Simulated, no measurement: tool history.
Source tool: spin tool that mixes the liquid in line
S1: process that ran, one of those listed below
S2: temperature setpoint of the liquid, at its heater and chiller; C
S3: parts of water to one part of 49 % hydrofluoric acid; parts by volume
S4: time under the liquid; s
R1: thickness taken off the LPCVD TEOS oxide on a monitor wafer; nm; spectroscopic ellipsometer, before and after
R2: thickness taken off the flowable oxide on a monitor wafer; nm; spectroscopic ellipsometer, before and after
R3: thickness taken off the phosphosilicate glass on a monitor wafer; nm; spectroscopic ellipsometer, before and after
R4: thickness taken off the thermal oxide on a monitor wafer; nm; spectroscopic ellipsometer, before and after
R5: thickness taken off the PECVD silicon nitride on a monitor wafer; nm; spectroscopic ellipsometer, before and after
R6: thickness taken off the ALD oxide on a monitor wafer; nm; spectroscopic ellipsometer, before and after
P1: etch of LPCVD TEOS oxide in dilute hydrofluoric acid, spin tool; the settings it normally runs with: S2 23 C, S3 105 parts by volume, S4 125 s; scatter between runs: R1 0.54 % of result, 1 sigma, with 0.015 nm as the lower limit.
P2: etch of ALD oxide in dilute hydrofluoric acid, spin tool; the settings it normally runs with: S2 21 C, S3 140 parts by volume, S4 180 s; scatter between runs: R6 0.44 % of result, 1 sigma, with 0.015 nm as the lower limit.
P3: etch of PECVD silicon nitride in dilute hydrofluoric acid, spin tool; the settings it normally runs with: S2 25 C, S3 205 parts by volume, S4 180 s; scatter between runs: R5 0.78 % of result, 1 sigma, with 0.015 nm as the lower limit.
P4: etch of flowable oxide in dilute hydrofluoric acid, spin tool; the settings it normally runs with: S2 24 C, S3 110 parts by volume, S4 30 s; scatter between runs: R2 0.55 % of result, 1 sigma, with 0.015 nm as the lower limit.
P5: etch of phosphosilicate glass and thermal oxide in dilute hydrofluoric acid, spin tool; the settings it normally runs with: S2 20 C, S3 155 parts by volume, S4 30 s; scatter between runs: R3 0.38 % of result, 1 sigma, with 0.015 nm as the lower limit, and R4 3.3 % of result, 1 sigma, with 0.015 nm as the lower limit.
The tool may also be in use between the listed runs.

run,day,S1,S2,S3,S4,R1,R2,R3,R4,R5,R6
1,0.6,P1,23,105,125,41.44,,,,,
2,1.3,P1,23,55,125,85.119,,,,,
3,1.721,P4,24,110,30,,16.408,,,,
4,2.296,P1,29,105,125,52.853,,,,,
5,2.783,P5,17,155,30,,,15.729,0.70615,,
6,3.208,P1,17,40,125,91.909,,,,,
7,3.546,P3,20.5,205,180,,,,,2.6623,
8,4.162,P5,20,155,15,,,8.8216,0.37351,,
9,4.696,P1,17,105,125,32.492,,,,,
10,5.308,P2,21,75,180,,,,,,35.169
11,5.671,P1,23,105,125,41.508,,,,,
12,6.296,P3,25,205,275,,,,,5.433,
13,6.829,P2,21,140,180,,,,,,17.514
14,7.296,P2,21,140,325,,,,,,31.772
15,7.671,P4,24,110,50,,27.146,,,,
16,8.367,P1,23,105,40,13.34,,,,,
17,8.788,P2,17,140,180,,,,,,14.862
18,9.138,P4,28,110,30,,19.107,,,,
19,9.496,P1,23,105,125,41.914,,,,,
# day 9.683: hydrofluoric acid flow meter replaced
20,10.021,P5,20,155,30,,,17.74,0.74362,,
21,10.325,P4,24,110,30,,16.296,,,,
22,10.696,P1,23,105,125,41.933,,,,,
23,11.296,P4,24,165,30,,10.176,,,,
24,11.912,P3,25,205,180,,,,,3.5704,
25,12.496,P1,23,60,235,145.3,,,,,
26,13.092,P3,25,205,180,,,,,3.528,
# day 13.146: thermometer replaced
27,13.429,P5,20,265,30,,,9.338,0.39485,,
28,14.125,P3,25,55,180,,,,,12.791,
29,14.588,P1,23,105,230,76.665,,,,,
30,15.008,P1,23,190,125,21.004,,,,,
31,15.583,P5,20,155,30,,,17.734,0.78601,,
32,16.217,P1,23,105,125,41.393,,,,,
33,16.712,P1,23,105,125,40.997,,,,,
34,17.283,P1,23,105,125,40.042,,,,,
35,17.758,P1,23,105,125,40.41,,,,,
36,18.388,P1,23,105,125,39.735,,,,,
37,18.971,P1,23,105,125,39.711,,,,,
38,19.338,P1,23,105,125,39.587,,,,,
39,19.646,P1,23,105,125,39.45,,,,,
40,20.192,P1,23,105,125,39.649,,,,,
41,20.812,P1,23,105,125,39.529,,,,,
42,21.142,P1,23,105,125,39.345,,,,,
43,21.65,P1,23,105,125,39.484,,,,,

The log shows P1 creeping away from where it was. Any of the 2 causes listed here, at the size stated for it, fits the log just as well as the others:
A: hydrofluoric acid flow below the setpoint (%) = 5.22
B: liquid colder than its thermometer reads (K) = 1.51
Creep in the process output first set in at about day 16.217.

You are offered 4 check runs, listed below with question marks in place of their results; each one averages 2 wafers. Which run separates the listed causes by giving clearly different results for each?
check 1,22.158,P5,20,210,15,,,?,?,,
check 2,22.158,P3,25,70,265,,,,,?,
check 3,22.158,P4,24,160,30,,?,,,,
check 4,22.158,P2,17,140,305,,,,,,?

If the cause were each of the candidates in turn, the checks would give the following:
check,result,if A,if B
check 1,R3,5.8157,5.8527
check 1,R4,0.25058,0.25217
check 2,R5,14.29,13.624
check 3,R2,9.9521,10.009
check 4,R6,23.801,23.764
Per check, the gap between the least separated pair of causes, taken in the result that splits them most: check 1 0.63 %; check 2 4.77 %; check 3 0.57 %; check 4 0.16 %
Of the check runs offered, only check 2 discriminates between the causes; the rest would read about the same regardless of which cause applies.

After running check 2, the following was obtained: R5 13.726 nm. Which cause does this point to?

The cause is B: liquid colder than its thermometer reads (K).

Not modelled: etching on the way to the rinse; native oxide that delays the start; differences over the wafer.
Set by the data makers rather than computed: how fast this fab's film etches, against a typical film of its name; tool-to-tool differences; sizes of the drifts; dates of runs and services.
